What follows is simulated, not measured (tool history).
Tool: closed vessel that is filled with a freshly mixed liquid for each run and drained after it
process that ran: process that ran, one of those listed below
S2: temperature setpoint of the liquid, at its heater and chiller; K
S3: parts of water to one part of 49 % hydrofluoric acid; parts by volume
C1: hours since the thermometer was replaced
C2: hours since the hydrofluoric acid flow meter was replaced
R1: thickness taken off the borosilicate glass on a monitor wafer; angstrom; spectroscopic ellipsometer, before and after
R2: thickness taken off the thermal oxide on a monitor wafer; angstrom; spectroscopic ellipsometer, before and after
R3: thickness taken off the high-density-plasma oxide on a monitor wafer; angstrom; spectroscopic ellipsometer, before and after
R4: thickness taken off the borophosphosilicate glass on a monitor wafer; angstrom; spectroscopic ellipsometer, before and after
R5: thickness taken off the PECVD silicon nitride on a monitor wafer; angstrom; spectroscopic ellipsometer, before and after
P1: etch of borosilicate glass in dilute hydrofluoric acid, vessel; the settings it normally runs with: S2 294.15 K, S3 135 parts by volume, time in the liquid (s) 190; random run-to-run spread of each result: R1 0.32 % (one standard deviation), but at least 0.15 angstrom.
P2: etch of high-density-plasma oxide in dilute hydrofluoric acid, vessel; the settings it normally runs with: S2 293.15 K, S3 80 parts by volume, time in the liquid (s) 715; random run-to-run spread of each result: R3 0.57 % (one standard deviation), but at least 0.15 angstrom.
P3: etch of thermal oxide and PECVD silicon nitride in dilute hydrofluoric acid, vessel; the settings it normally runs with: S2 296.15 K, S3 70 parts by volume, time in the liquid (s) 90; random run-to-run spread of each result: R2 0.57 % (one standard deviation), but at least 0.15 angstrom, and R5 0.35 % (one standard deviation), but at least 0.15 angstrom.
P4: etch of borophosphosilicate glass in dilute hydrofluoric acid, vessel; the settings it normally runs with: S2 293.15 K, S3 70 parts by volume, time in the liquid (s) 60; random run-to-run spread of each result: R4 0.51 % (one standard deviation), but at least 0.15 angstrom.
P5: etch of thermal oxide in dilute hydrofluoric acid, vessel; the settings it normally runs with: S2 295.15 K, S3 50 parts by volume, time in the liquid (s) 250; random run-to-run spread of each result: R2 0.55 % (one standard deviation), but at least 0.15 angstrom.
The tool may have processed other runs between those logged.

{"run": 1, "day": 0.2, "process that ran": "P1", "S2": 294.15, "S3": 135, "time in the liquid (s)": 190, "C1": 932.2, "C2": 699, "R1": 385.19}
{"run": 2, "day": 0.538, "process that ran": "P5", "S2": 303.15, "S3": 50, "time in the liquid (s)": 250, "C1": 940.3, "C2": 707.1, "R2": 336.34}
{"run": 3, "day": 0.979, "process that ran": "P2", "S2": 293.15, "S3": 80, "time in the liquid (s)": 190, "C1": 950.9, "C2": 717.7, "R3": 143.59}
{"run": 4, "day": 1.233, "process that ran": "P4", "S2": 293.15, "S3": 110, "time in the liquid (s)": 60, "C1": 957, "C2": 723.8, "R4": 245.22}
{"run": 5, "day": 1.6, "process that ran": "P1", "S2": 299.65, "S3": 135, "time in the liquid (s)": 190, "C1": 965.8, "C2": 732.6, "R1": 476.36}
{"run": 6, "day": 2.05, "process that ran": "P3", "S2": 296.15, "S3": 70, "time in the liquid (s)": 90, "C1": 976.6, "C2": 743.4, "R2": 58.061, "R5": 70.143}
{"run": 7, "day": 2.35, "process that ran": "P5", "S2": 295.15, "S3": 50, "time in the liquid (s)": 250, "C1": 983.8, "C2": 750.6, "R2": 243.08}
{"run": 8, "day": 2.683, "process that ran": "P1", "S2": 294.15, "S3": 135, "time in the liquid (s)": 55, "C1": 991.8, "C2": 758.6, "R1": 111.16}
{"run": 9, "day": 2.983, "process that ran": "P5", "S2": 295.15, "S3": 50, "time in the liquid (s)": 410, "C1": 999, "C2": 765.8, "R2": 401.02}
{"run": 10, "day": 3.196, "process that ran": "P5", "S2": 295.15, "S3": 50, "time in the liquid (s)": 250, "C1": 1004.1, "C2": 770.9, "R2": 243.71}
{"run": 11, "day": 3.617, "process that ran": "P1", "S2": 294.15, "S3": 135, "time in the liquid (s)": 365, "C1": 1014.2, "C2": 781, "R1": 739.6}
{"run": 12, "day": 3.888, "process that ran": "P1", "S2": 294.15, "S3": 135, "time in the liquid (s)": 190, "C1": 1020.7, "C2": 787.5, "R1": 385.61}
{"run": 13, "day": 4.283, "process that ran": "P1", "S2": 294.15, "S3": 35, "time in the liquid (s)": 190, "C1": 1030.2, "C2": 797, "R1": 1675.1}
{"run": 14, "day": 4.504, "process that ran": "P2", "S2": 293.15, "S3": 80, "time in the liquid (s)": 715, "C1": 1035.5, "C2": 802.3, "R3": 537.97}
{"run": 15, "day": 4.812, "process that ran": "P3", "S2": 296.15, "S3": 70, "time in the liquid (s)": 30, "C1": 1042.9, "C2": 809.7, "R2": 19.486, "R5": 23.185}
{"run": 16, "day": 5.267, "process that ran": "P1", "S2": 294.15, "S3": 135, "time in the liquid (s)": 190, "C1": 1053.8, "C2": 820.6, "R1": 386.54}
{"run": 17, "day": 5.525, "process that ran": "P4", "S2": 293.15, "S3": 70, "time in the liquid (s)": 60, "C1": 1060, "C2": 826.8, "R4": 406.18}
{"run": 18, "day": 5.746, "process that ran": "P3", "S2": 296.15, "S3": 70, "time in the liquid (s)": 90, "C1": 1065.3, "C2": 832.1, "R2": 58.026, "R5": 69.907}
{"run": 19, "day": 6.125, "process that ran": "P1", "S2": 294.15, "S3": 135, "time in the liquid (s)": 190, "C1": 1074.4, "C2": 841.2, "R1": 385.89}
{"run": 20, "day": 6.558, "process that ran": "P1", "S2": 290.15, "S3": 135, "time in the liquid (s)": 30, "C1": 1084.8, "C2": 851.6, "R1": 51.7}
{"run": 21, "day": 6.971, "process that ran": "P2", "S2": 293.15, "S3": 80, "time in the liquid (s)": 715, "C1": 1094.7, "C2": 861.5, "R3": 535.74}
{"run": 22, "day": 7.346, "process that ran": "P3", "S2": 304.65, "S3": 70, "time in the liquid (s)": 90, "C1": 1103.7, "C2": 870.5, "R2": 80.281, "R5": 121.16}
{"run": 23, "day": 7.558, "process that ran": "P1", "S2": 294.15, "S3": 250, "time in the liquid (s)": 190, "C1": 1108.8, "C2": 875.6, "R1": 185.54}
{"run": 24, "day": 7.833, "process that ran": "P1", "S2": 294.15, "S3": 135, "time in the liquid (s)": 190, "C1": 1115.4, "C2": 882.2, "R1": 386.38}
{"run": 25, "day": 8.104, "process that ran": "P1", "S2": 294.15, "S3": 135, "time in the liquid (s)": 190, "C1": 1121.9, "C2": 888.7, "R1": 385.25}
{"run": 26, "day": 8.342, "process that ran": "P4", "S2": 293.15, "S3": 70, "time in the liquid (s)": 30, "C1": 1127.6, "C2": 894.4, "R4": 202.69}
{"run": 27, "day": 8.579, "process that ran": "P3", "S2": 296.15, "S3": 40, "time in the liquid (s)": 90, "C1": 1133.3, "C2": 900.1, "R2": 106.97, "R5": 120.59}
{"run": 28, "day": 8.821, "process that ran": "P2", "S2": 290.15, "S3": 80, "time in the liquid (s)": 715, "C1": 1139.1, "C2": 905.9, "R3": 473.58}
{"run": 29, "day": 9.142, "process that ran": "P4", "S2": 293.15, "S3": 70, "time in the liquid (s)": 60, "C1": 1146.8, "C2": 913.6, "R4": 404.61}
{"run": 30, "day": 9.467, "process that ran": "P1", "S2": 290.15, "S3": 135, "time in the liquid (s)": 190, "C1": 1154.6, "C2": 921.4, "R1": 326.56}
{"run": 31, "day": 9.75, "process that ran": "P2", "S2": 293.15, "S3": 30, "time in the liquid (s)": 715, "C1": 1161.4, "C2": 928.2, "R3": 1525.4}
{"run": 32, "day": 10.183, "process that ran": "P4", "S2": 290.15, "S3": 70, "time in the liquid (s)": 60, "C1": 1171.8, "C2": 938.6, "R4": 355.93}
{"run": 33, "day": 10.467, "process that ran": "P5", "S2": 295.15, "S3": 30, "time in the liquid (s)": 250, "C1": 1178.6, "C2": 945.4, "R2": 416.1}
{"run": 34, "day": 10.721, "process that ran": "P1", "S2": 294.15, "S3": 135, "time in the liquid (s)": 190, "C1": 1184.7, "C2": 951.5, "R1": 386.06}
{"run": 35, "day": 11.1, "process that ran": "P1", "S2": 294.15, "S3": 135, "time in the liquid (s)": 190, "C1": 1193.8, "C2": 960.6, "R1": 397.64}
{"run": 36, "day": 11.442, "process that ran": "P1", "S2": 294.15, "S3": 135, "time in the liquid (s)": 190, "C1": 1202, "C2": 968.8, "R1": 404.74}
{"run": 37, "day": 11.838, "process that ran": "P1", "S2": 294.15, "S3": 135, "time in the liquid (s)": 190, "C1": 1211.5, "C2": 978.3, "R1": 411.76}
{"run": 38, "day": 12.242, "process that ran": "P1", "S2": 294.15, "S3": 135, "time in the liquid (s)": 190, "C1": 1221.2, "C2": 988, "R1": 410.85}
{"run": 39, "day": 12.479, "process that ran": "P1", "S2": 294.15, "S3": 135, "time in the liquid (s)": 190, "C1": 1226.9, "C2": 993.7, "R1": 412.54}

For run 40, what comes out?
{"run": 40, "day": 12.9, "process that ran": "P1", "S2": 294.15, "S3": 135, "time in the liquid (s)": 190, "C1": 1237, "C2": 1003.8, "R1": "?"}

{"run 40": {"R1": 413.46}}
